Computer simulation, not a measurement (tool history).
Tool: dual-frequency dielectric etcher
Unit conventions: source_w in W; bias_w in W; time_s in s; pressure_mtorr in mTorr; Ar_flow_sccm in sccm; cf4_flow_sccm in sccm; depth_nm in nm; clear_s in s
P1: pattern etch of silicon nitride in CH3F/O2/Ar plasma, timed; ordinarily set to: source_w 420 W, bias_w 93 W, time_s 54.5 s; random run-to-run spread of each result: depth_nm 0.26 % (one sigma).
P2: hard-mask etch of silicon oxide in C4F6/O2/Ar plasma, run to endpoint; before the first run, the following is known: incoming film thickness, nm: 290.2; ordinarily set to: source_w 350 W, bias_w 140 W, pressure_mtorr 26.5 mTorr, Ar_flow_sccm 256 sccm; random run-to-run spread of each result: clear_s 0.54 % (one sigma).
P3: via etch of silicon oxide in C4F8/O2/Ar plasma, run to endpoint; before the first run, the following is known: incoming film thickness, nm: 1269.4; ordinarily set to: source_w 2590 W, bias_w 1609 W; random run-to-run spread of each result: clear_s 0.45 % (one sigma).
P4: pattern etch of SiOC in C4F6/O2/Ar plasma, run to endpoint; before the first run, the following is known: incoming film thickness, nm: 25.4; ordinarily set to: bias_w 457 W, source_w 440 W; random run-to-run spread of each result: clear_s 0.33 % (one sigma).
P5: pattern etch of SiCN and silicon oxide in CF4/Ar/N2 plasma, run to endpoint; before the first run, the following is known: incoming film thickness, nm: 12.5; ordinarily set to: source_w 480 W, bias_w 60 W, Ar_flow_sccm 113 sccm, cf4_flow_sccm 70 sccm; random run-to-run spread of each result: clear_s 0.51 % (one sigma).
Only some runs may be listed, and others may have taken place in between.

run	hour	process	source_w	bias_w	time_s	pressure_mtorr	Ar_flow_sccm	cf4_flow_sccm	depth_nm	clear_s
1	7.6	P1	420	93	54.5				42.292	
2	11.0	P1	500	63	54.5				39.545	
3	15.2	P3	1610	1609						283.8800
4	21.5	P2	350	140		26.5	345			102.6800
5	25.7	P3	2590	1609						233.3200
6	31.7	P2	350	180		26.5	256			92.9000
7	37.2	P4	440	266						10.4580
8	44.2	P5	480	60			113	70		14.6950
9	49.1	P1	420	93	54.5				42.411	
10	54.0	P5	480	60			113	70		14.9230
11	59.0	P4	560	457						7.8706
12	66.6	P2	350	140		33.5	256			102.8400
13	72.4	P1	420	114	54.5				45.669	
14	77.9	P1	420	93	54.5				42.429	
15	83.0	P5	350	60			113	70		19.6680
16	87.3	P5	480	60			113	95		14.2010
17	93.8	P4	440	457						8.6497
18	99.8	P1	420	93	54.5				42.432	
19	104.0	P1	420	93	75.0				58.297	
20	109.1	P5	480	40			113	70		16.7620
21	116.3	P1	290	93	54.5				37.107	
22	119.9	P5	480	60			156	70		15.5250
23	125.2	P1	280	93	68.0				45.705	
24	130.0	P1	420	93	37.5				29.238	
25	133.9	P2	280	140		26.5	256			109.7300
26	138.2	P2	350	140		26.5	256			99.7870
27	142.2	P3	2590	1914						223.5600
28	149.0	P1	420	58	54.5				36.027	
29	155.0	P1	520	67	54.5				41.086	
30	159.5	P1	560	93	54.5				47.283	
31	164.9	P1	420	93	54.5				42.542	
32	169.7	P1	420	93	54.5				42.512	
33	173.5	P1	420	93	54.5				42.177	
34	178.1	P1	420	93	54.5				42.102	
35	184.1	P1	420	93	54.5				41.990	

Run 36 has not been measured yet. What should we expect?
# hour 187.0: wet clean of the chamber
36	189.0	P1	420	93	54.5				?	

depth_nm: 41.715 nm
